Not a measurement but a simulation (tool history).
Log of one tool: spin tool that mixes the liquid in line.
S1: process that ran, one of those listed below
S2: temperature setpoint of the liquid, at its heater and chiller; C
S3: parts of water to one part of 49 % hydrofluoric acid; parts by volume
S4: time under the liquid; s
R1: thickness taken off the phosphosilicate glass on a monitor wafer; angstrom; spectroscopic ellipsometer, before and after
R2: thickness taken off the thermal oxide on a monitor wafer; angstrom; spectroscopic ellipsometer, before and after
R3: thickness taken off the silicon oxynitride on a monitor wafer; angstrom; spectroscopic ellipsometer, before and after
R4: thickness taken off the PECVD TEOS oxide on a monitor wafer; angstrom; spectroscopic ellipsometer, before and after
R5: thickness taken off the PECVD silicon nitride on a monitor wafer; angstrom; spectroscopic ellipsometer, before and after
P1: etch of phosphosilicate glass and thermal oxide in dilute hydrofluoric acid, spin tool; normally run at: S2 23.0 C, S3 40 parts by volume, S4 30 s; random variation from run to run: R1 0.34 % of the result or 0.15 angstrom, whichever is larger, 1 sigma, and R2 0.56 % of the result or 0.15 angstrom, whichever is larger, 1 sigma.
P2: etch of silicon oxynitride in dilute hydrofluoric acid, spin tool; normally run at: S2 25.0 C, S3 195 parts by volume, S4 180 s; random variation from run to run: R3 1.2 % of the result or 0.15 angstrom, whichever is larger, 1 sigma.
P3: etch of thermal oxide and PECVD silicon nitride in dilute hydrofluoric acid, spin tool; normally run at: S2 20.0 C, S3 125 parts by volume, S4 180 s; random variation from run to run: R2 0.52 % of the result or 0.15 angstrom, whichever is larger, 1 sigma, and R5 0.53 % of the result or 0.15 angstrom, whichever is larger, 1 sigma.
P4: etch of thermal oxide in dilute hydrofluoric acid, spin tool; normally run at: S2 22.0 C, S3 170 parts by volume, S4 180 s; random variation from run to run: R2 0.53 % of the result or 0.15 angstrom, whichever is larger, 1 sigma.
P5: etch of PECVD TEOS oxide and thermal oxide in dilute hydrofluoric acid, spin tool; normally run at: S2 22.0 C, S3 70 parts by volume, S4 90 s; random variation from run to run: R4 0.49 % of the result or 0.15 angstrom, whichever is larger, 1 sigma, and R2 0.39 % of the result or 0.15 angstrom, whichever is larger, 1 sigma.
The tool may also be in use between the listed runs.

Run 1, day 0.329: S1 P1, S2 23.0 C, S3 40 parts by volume, S4 30 s. Result: R1 797.01 angstrom, R2 37.7970 angstrom.
Run 2, day 0.796: S1 P1, S2 23.0 C, S3 70 parts by volume, S4 30 s. Result: R1 439.66 angstrom, R2 20.9190 angstrom.
Run 3, day 1.179: S1 P4, S2 22.0 C, S3 80 parts by volume, S4 180 s. Result: R2 98.0450 angstrom.
Run 4, day 1.654: S1 P1, S2 23.0 C, S3 40 parts by volume, S4 30 s. Result: R1 802.21 angstrom, R2 37.9890 angstrom.
Run 5, day 2.025: S1 P1, S2 23.0 C, S3 40 parts by volume, S4 50 s. Result: R1 1326.30 angstrom, R2 62.8910 angstrom.
Run 6, day 2.321: S1 P2, S2 17.5 C, S3 195 parts by volume, S4 180 s. Result: R3 15.8060 angstrom.
Run 7, day 2.817: S1 P1, S2 17.0 C, S3 40 parts by volume, S4 30 s. Result: R1 617.59 angstrom, R2 29.4590 angstrom.
Run 8, day 3.338: S1 P1, S2 23.0 C, S3 25 parts by volume, S4 30 s. Result: R1 1301.90 angstrom, R2 61.0360 angstrom.
Run 9, day 3.783: S1 P5, S2 22.0 C, S3 100 parts by volume, S4 90 s. Result: R2 39.1340 angstrom, R4 119.820 angstrom.
Run 10, day 4.254: S1 P1, S2 27.5 C, S3 40 parts by volume, S4 50 s. Result: R1 1607.30 angstrom, R2 74.9300 angstrom.
Run 11, day 4.617: S1 P2, S2 25.0 C, S3 195 parts by volume, S4 180 s. Result: R3 22.5670 angstrom.
Run 12, day 4.929: S1 P5, S2 30.5 C, S3 70 parts by volume, S4 90 s. Result: R2 81.3680 angstrom, R4 247.110 angstrom.
Run 13, day 5.458: S1 P2, S2 25.0 C, S3 195 parts by volume, S4 180 s. Result: R3 22.1940 angstrom.
Run 14, day 6.008: S1 P3, S2 20.0 C, S3 35 parts by volume, S4 180 s. Result: R2 217.9600 angstrom, R5 192.500 angstrom.
Run 15, day 6.504: S1 P1, S2 23.0 C, S3 40 parts by volume, S4 30 s. Result: R1 797.95 angstrom, R2 37.4070 angstrom.
Run 16, day 7.175: S1 P4, S2 22.0 C, S3 170 parts by volume, S4 260 s. Result: R2 59.6740 angstrom.
Run 17, day 7.792: S1 P5, S2 22.0 C, S3 70 parts by volume, S4 90 s. Result: R2 57.8240 angstrom, R4 176.880 angstrom.
Run 18, day 8.150: S1 P4, S2 27.0 C, S3 170 parts by volume, S4 180 s. Result: R2 49.8440 angstrom.
Run 19, day 8.688: S1 P1, S2 23.0 C, S3 65 parts by volume, S4 15 s. Result: R1 236.90 angstrom, R2 11.3880 angstrom.
Run 20, day 9.308: S1 P1, S2 23.0 C, S3 65 parts by volume, S4 60 s. Result: R1 949.36 angstrom, R2 44.8340 angstrom.
Run 21, day 9.721: S1 P1, S2 23.0 C, S3 40 parts by volume, S4 30 s. Result: R1 802.00 angstrom, R2 37.4240 angstrom.
Run 22, day 10.188: S1 P3, S2 20.0 C, S3 125 parts by volume, S4 275 s. Result: R2 84.3160 angstrom, R5 85.548 angstrom.
Run 23, day 10.667: S1 P3, S2 17.0 C, S3 125 parts by volume, S4 180 s. Result: R2 48.8430 angstrom, R5 45.461 angstrom.
Run 24, day 11.033: S1 P4, S2 22.0 C, S3 170 parts by volume, S4 180 s. Result: R2 41.6980 angstrom.
Run 25, day 11.625: S1 P1, S2 27.0 C, S3 40 parts by volume, S4 30 s. Result: R1 948.12 angstrom, R2 44.5000 angstrom.
Run 26, day 12.158: S1 P1, S2 23.0 C, S3 40 parts by volume, S4 30 s. Result: R1 797.28 angstrom, R2 37.8660 angstrom.
Run 27, day 12.771: S1 P3, S2 20.0 C, S3 125 parts by volume, S4 180 s. Result: R2 55.6150 angstrom, R5 55.612 angstrom.
Run 28, day 13.196: S1 P2, S2 25.0 C, S3 275 parts by volume, S4 180 s. Result: R3 15.2340 angstrom.
Run 29, day 13.683: S1 P4, S2 22.0 C, S3 170 parts by volume, S4 180 s. Result: R2 41.0830 angstrom.
Run 30, day 14.033: S1 P2, S2 25.0 C, S3 195 parts by volume, S4 15 s. Result: R3 2.0965 angstrom.
Run 31, day 14.475: S1 P1, S2 23.0 C, S3 40 parts by volume, S4 15 s. Result: R1 398.35 angstrom, R2 19.0750 angstrom.
Run 32, day 15.075: S1 P3, S2 20.0 C, S3 125 parts by volume, S4 180 s. Result: R2 55.7230 angstrom, R5 55.690 angstrom.
Run 33, day 15.379: S1 P5, S2 22.0 C, S3 70 parts by volume, S4 15 s. Result: R2 9.7454 angstrom, R4 29.202 angstrom.
Run 34, day 15.800: S1 P1, S2 23.0 C, S3 40 parts by volume, S4 30 s. Result: R1 793.45 angstrom, R2 37.8880 angstrom.
Run 35, day 16.121: S1 P1, S2 23.0 C, S3 40 parts by volume, S4 30 s. Result: R1 815.23 angstrom, R2 38.4520 angstrom.
Run 36, day 16.433: S1 P1, S2 23.0 C, S3 40 parts by volume, S4 30 s. Result: R1 819.44 angstrom, R2 38.9980 angstrom.
Run 37, day 16.821: S1 P1, S2 23.0 C, S3 40 parts by volume, S4 30 s. Result: R1 835.88 angstrom, R2 39.6150 angstrom.
Run 38, day 17.500: S1 P1, S2 23.0 C, S3 40 parts by volume, S4 30 s. Result: R1 844.07 angstrom, R2 40.0960 angstrom.
Run 39, day 17.892: S1 P1, S2 23.0 C, S3 40 parts by volume, S4 30 s. Result: R1 849.29 angstrom, R2 39.9380 angstrom.
Run 40, day 18.275: S1 P1, S2 23.0 C, S3 40 parts by volume, S4 30 s. Result: R1 857.67 angstrom, R2 39.7350 angstrom.
Run 41, day 18.892: S1 P1, S2 23.0 C, S3 40 parts by volume, S4 30 s. Result: R1 860.76 angstrom, R2 40.2890 angstrom.
Run 42, day 19.346: S1 P1, S2 23.0 C, S3 40 parts by volume, S4 30 s. Result: R1 857.31 angstrom, R2 40.6750 angstrom.
Run 43, day 19.688: S1 P1, S2 23.0 C, S3 40 parts by volume, S4 30 s. Result: R1 857.34 angstrom, R2 40.2470 angstrom.

What P1 gives has crept away from where it was. These 2 causes fit the log equally well, each at the size given:
A: liquid hotter than its thermometer reads (K) = 1.74
B: hydrofluoric acid flow above the setpoint (%) = 7.08
The creep began at about day 15.800.

4 check runs are offered, one wafer each, their results left as question marks. Which one tells the causes apart?
Run check 1, day 20.029: S1 P5, S2 22.0 C, S3 70 parts by volume, S4 90 s. Result: R2 ?, R4 ?.
Run check 2, day 20.029: S1 P4, S2 22.0 C, S3 170 parts by volume, S4 180 s. Result: R2 ?.
Run check 3, day 20.029: S1 P3, S2 20.0 C, S3 125 parts by volume, S4 180 s. Result: R2 ?, R5 ?.
Run check 4, day 20.029: S1 P2, S2 25.0 C, S3 195 parts by volume, S4 180 s. Result: R3 ?.

What each check would give under each cause:
  check  result     if A     if B
check 1      R2  62.0860  62.2710
check 1      R4  189.650  190.210
check 2      R2  44.6240  45.2560
check 3      R2  59.4290  59.8790
check 3      R5   62.691   59.646
check 4      R3  24.2910  24.3430
How far apart the two closest causes lie, in the result that separates them most: check 1 0.3 %; check 2 1.41 %; check 3 4.98 %; check 4 0.22 %
Check 3 tells the causes apart: in the others they would give nearly the same result.

Check 3 was then run and gave: R2 59.8310 angstrom; R5 62.608 angstrom. Which cause is it?

It is A: liquid hotter than its thermometer reads (K).

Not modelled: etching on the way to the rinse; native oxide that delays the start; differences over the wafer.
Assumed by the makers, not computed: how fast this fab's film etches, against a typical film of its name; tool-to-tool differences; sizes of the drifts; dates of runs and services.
